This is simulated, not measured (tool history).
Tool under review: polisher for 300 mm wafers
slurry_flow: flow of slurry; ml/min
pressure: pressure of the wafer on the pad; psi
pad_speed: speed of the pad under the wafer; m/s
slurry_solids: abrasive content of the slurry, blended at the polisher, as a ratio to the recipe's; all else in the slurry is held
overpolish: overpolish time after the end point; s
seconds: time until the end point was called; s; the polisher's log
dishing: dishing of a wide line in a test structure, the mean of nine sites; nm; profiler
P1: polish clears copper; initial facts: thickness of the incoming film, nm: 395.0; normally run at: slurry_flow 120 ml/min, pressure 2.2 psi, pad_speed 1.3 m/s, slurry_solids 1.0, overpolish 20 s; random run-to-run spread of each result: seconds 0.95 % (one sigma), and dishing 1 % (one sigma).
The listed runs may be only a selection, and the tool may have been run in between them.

run,hour,slurry_flow,pressure,pad_speed,slurry_solids,overpolish,wafers polished on this pad,hours since the slurry nozzle was cleaned,hours since the head pressure was calibrated,hours since the slurry blender was calibrated,seconds,dishing
1,2.9,120,2.2,1.3,1.0,20,847,426.3,727.4,292.0,159.860,36.003
2,5.8,70,2.2,1.3,1.0,20,870,429.2,730.3,294.9,182.160,32.668
# hour 6.7: slurry blender recalibrated
3,8.6,120,2.2,1.3,1.0,29,892,432.0,733.1,1.9,157.400,50.827
4,11.8,120,2.2,1.3,0.7,20,918,435.2,736.3,5.1,171.480,34.525
5,15.4,120,2.2,2.0,1.0,20,946,438.8,739.9,8.7,102.040,52.834
6,18.4,120,2.2,1.3,1.0,9,970,441.8,742.9,11.7,154.280,18.061
7,22.9,120,2.2,1.3,1.0,20,1006,446.3,747.4,16.2,158.120,36.939
8,26.7,120,2.2,1.3,1.0,20,1036,450.1,751.2,20.0,160.630,36.442
9,30.3,120,2.2,1.3,1.5,20,1065,453.7,754.8,23.6,146.440,39.793
10,33.5,120,1.2,1.3,1.0,20,1090,456.9,758.0,26.8,289.040,20.830
11,36.9,120,2.2,1.3,1.0,20,1117,460.3,761.4,30.2,157.260,36.760
12,39.9,120,2.2,0.8,1.0,20,1141,463.3,764.4,33.2,252.460,23.627
13,43.0,175,2.2,1.3,1.0,20,1166,466.4,767.5,36.3,148.280,38.915
14,46.5,120,3.4,1.3,1.4,20,1194,469.9,771.0,39.8,95.424,58.495
15,48.9,120,2.2,1.3,1.0,20,1213,472.3,773.4,42.2,155.580,36.394
16,51.9,120,3.5,1.3,1.0,20,1237,475.3,776.4,45.2,98.449,56.113

Run 17 comes next. What will it give?
17,55.6,120,2.2,1.3,1.0,20,1266,479.0,780.1,48.9,?,?

Run 17 came out at seconds 155.290 s, dishing 37.461 nm.
